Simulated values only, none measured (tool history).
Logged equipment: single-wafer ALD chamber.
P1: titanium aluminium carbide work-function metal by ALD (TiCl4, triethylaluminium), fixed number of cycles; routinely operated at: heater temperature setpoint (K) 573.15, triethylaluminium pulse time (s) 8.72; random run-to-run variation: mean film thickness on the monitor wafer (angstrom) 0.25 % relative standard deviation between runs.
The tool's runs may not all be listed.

| run | hour | heater temperature setpoint (K) | triethylaluminium pulse time (s) | hours since the last thermocouple change | hours since the last triethylaluminium bottle change | mean film thickness on the monitor wafer (angstrom) |
|---|---|---|---|---|---|---|
| 1 | 11.8 | 573.15 | 8.72 | 308.1 | 336.8 | 19.492 |
| 2 | 24.5 | 584.15 | 3.53 | 320.8 | 349.5 | 15.128 |
| 3 | 36.5 | 573.15 | 3.05 | 332.8 | 361.5 | 13.334 |
| 4 | 50.9 | 573.15 | 8.72 | 347.2 | 375.9 | 19.464 |
| 5 | 58.2 | 596.15 | 14.25 | 354.5 | 383.2 | 22.427 |
| 6 | 69.3 | 573.15 | 8.72 | 365.6 | 394.3 | 19.41 |
| 7 | 80.6 | 596.15 | 8.72 | 376.9 | 405.6 | 21.526 |
| 8 | 93.4 | 573.15 | 11.23 | 389.7 | 418.4 | 20.006 |
| 9 | 103.2 | 549.15 | 8.72 | 399.5 | 428.2 | 17.428 |
| 10 | 113.2 | 593.15 | 3.3 | 409.5 | 438.2 | 15.134 |
| 11 | 124 | 573.15 | 8.72 | 420.3 | 449 | 19.374 |
| 12 | 137.5 | 573.15 | 8.72 | 433.8 | 462.5 | 19.397 |
| 13 | 149.7 | 573.15 | 8.72 | 446 | 474.7 | 19.441 |
| 14 | 162.4 | 573.15 | 8.72 | 458.7 | 487.4 | 19.395 |
| 15 | 170.2 | 573.15 | 8.72 | 466.5 | 495.2 | 19.368 |
| 16 | 177.4 | 573.15 | 8.72 | 473.7 | 502.4 | 19.221 |
| 17 | 184.5 | 573.15 | 8.72 | 480.8 | 509.5 | 19.157 |
| 18 | 192.8 | 573.15 | 8.72 | 489.1 | 517.8 | 19.108 |
| 19 | 203.2 | 573.15 | 8.72 | 499.5 | 528.2 | 19.158 |
| 20 | 212.2 | 573.15 | 8.72 | 508.5 | 537.2 | 19.087 |
| 21 | 224 | 573.15 | 8.72 | 520.3 | 549 | 19.062 |
| 22 | 238.8 | 573.15 | 8.72 | 535.1 | 563.8 | 19.061 |
| 23 | 252.5 | 573.15 | 8.72 | 548.8 | 577.5 | 19.058 |

Something has made what P1 gives creep away from where it was; the 2 causes below, each at its own stated size, fit the log equally well:
A: triethylaluminium dose below that of a fresh bottle (%) = 11.6
B: wafer temperature below the value expected at the setpoint (K) = 4.99
Creep in the process output first set in at about hour 162.4.

Of the 4 check runs listed below, each run on one wafer and each result written as a question mark, which would let you distinguish the listed causes because they would give clearly different results?
| check 1 | 266.2 | 586.15 | 8.72 |  |  | ? |
| check 2 | 266.2 | 562.15 | 8.72 |  |  | ? |
| check 3 | 266.2 | 555.15 | 4.37 |  |  | ? |
| check 4 | 266.2 | 583.15 | 8.72 |  |  | ? |

Expected result of each check under each candidate cause:
| check | result | if A | if B |
|---|---|---|---|
| check 1 | mean film thickness on the monitor wafer (angstrom) | 20.105 | 20.126 |
| check 2 | mean film thickness on the monitor wafer (angstrom) | 18.12 | 18.106 |
| check 3 | mean film thickness on the monitor wafer (angstrom) | 13.891 | 14.351 |
| check 4 | mean film thickness on the monitor wafer (angstrom) | 19.855 | 19.871 |
Separation of the two closest causes in each check, using whichever result separates them best: check 1 0.1 %; check 2 0.08 %; check 3 3.26 %; check 4 0.08 %
Only check 3 tells the causes apart: in the others they would give nearly the same result.

Check 3 was then run and gave: mean film thickness on the monitor wafer (angstrom) 14.378. Which cause is it?

B is the cause: wafer temperature below the value expected at the setpoint (K).
